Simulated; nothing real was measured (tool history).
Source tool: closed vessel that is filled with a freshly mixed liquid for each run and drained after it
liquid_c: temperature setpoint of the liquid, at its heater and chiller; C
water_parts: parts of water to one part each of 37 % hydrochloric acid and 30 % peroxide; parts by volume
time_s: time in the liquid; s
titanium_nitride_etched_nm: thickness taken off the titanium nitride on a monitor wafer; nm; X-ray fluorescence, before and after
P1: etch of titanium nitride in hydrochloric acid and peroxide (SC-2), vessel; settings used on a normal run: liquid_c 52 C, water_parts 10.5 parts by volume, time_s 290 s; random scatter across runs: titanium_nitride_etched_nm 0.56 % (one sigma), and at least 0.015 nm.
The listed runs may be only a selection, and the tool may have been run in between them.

run 1 day=0.217 | liquid_c=52 water_parts=10.5 time_s=290 | titanium_nitride_etched_nm=11.24
run 2 day=0.425 | liquid_c=52 water_parts=10.5 time_s=290 | titanium_nitride_etched_nm=11.183
run 3 day=0.583 | liquid_c=37.5 water_parts=5 time_s=290 | titanium_nitride_etched_nm=7.4573
run 4 day=0.775 | liquid_c=42.5 water_parts=5.5 time_s=290 | titanium_nitride_etched_nm=9.8683
run 5 day=0.917 | liquid_c=40 water_parts=16.5 time_s=290 | titanium_nitride_etched_nm=3.3661
run 6 day=1.112 | liquid_c=39 water_parts=10.5 time_s=290 | titanium_nitride_etched_nm=4.6053
run 7 day=1.317 | liquid_c=52 water_parts=10.5 time_s=485 | titanium_nitride_etched_nm=18.801
run 8 day=1.462 | liquid_c=68.5 water_parts=10.5 time_s=290 | titanium_nitride_etched_nm=31.621
-- day=1.567 thermometer replaced
run 9 day=1.729 | liquid_c=52 water_parts=10.5 time_s=290 | titanium_nitride_etched_nm=11.314
run 10 day=1.975 | liquid_c=52 water_parts=10.5 time_s=290 | titanium_nitride_etched_nm=11.314
run 11 day=2.179 | liquid_c=52 water_parts=10.5 time_s=150 | titanium_nitride_etched_nm=5.8041
run 12 day=2.396 | liquid_c=52 water_parts=10.5 time_s=290 | titanium_nitride_etched_nm=11.242
run 13 day=2.608 | liquid_c=52 water_parts=17 time_s=290 | titanium_nitride_etched_nm=7.4153
run 14 day=2.762 | liquid_c=52 water_parts=4 time_s=290 | titanium_nitride_etched_nm=23.633
run 15 day=3.025 | liquid_c=52 water_parts=10.5 time_s=290 | titanium_nitride_etched_nm=11.2
run 16 day=3.288 | liquid_c=52 water_parts=10.5 time_s=290 | titanium_nitride_etched_nm=11.635
run 17 day=3.521 | liquid_c=52 water_parts=10.5 time_s=290 | titanium_nitride_etched_nm=11.833
run 18 day=3.804 | liquid_c=52 water_parts=10.5 time_s=290 | titanium_nitride_etched_nm=12.059
run 19 day=4.096 | liquid_c=52 water_parts=10.5 time_s=290 | titanium_nitride_etched_nm=12.149
run 20 day=4.362 | liquid_c=52 water_parts=10.5 time_s=290 | titanium_nitride_etched_nm=12.241
run 21 day=4.612 | liquid_c=52 water_parts=10.5 time_s=290 | titanium_nitride_etched_nm=12.208
run 22 day=4.892 | liquid_c=52 water_parts=10.5 time_s=290 | titanium_nitride_etched_nm=12.217
run 23 day=5.029 | liquid_c=52 water_parts=10.5 time_s=290 | titanium_nitride_etched_nm=12.249
run 24 day=5.221 | liquid_c=52 water_parts=10.5 time_s=290 | titanium_nitride_etched_nm=12.253

What P1 gives has crept away from where it was. These 2 causes fit the log equally well, each at the size given:
A: liquid hotter than its thermometer reads (K) = 1.27
B: chemicals flow above the setpoint (%) = 10.5
Onset of the creep was near day 3.025.
All other causes, with the reason each is excluded:
peroxide weaker than its label (%): capped at 8; at that size titanium_nitride_etched_nm would change by -7.4 %, too little to explain the creep or opposite to it

The 4 check runs listed below each average the results of 5 wafers, and their outcomes are marked with question marks. Under which run would the listed causes produce clearly different results?
run check 1 day=5.412 | liquid_c=39.5 water_parts=4.5 time_s=290 | titanium_nitride_etched_nm=?
run check 2 day=5.412 | liquid_c=52 water_parts=15 time_s=290 | titanium_nitride_etched_nm=?
run check 3 day=5.412 | liquid_c=64.5 water_parts=10.5 time_s=290 | titanium_nitride_etched_nm=?
run check 4 day=5.412 | liquid_c=41.5 water_parts=10.5 time_s=290 | titanium_nitride_etched_nm=?

Predicted outcomes, by check and by cause:
check=check_1 result=titanium_nitride_etched_nm if_A=10.06 if_B=9.8417
check=check_2 result=titanium_nitride_etched_nm if_A=8.9941 if_B=9.0322
check=check_3 result=titanium_nitride_etched_nm if_A=26.863 if_B=27.023
check=check_4 result=titanium_nitride_etched_nm if_A=6.0201 if_B=5.9856
Per-check spread between the two closest causes, in the result where they differ most: check 1 2.2 %; check 2 0.42 %; check 3 0.59 %; check 4 0.57 %
Check 1 is the one run that separates the causes; every other check would come out nearly the same whichever cause is at work.

Here is what check 1 returned: titanium_nitride_etched_nm 9.8463 nm. Which cause is it?

It is B: chemicals flow above the setpoint (%).
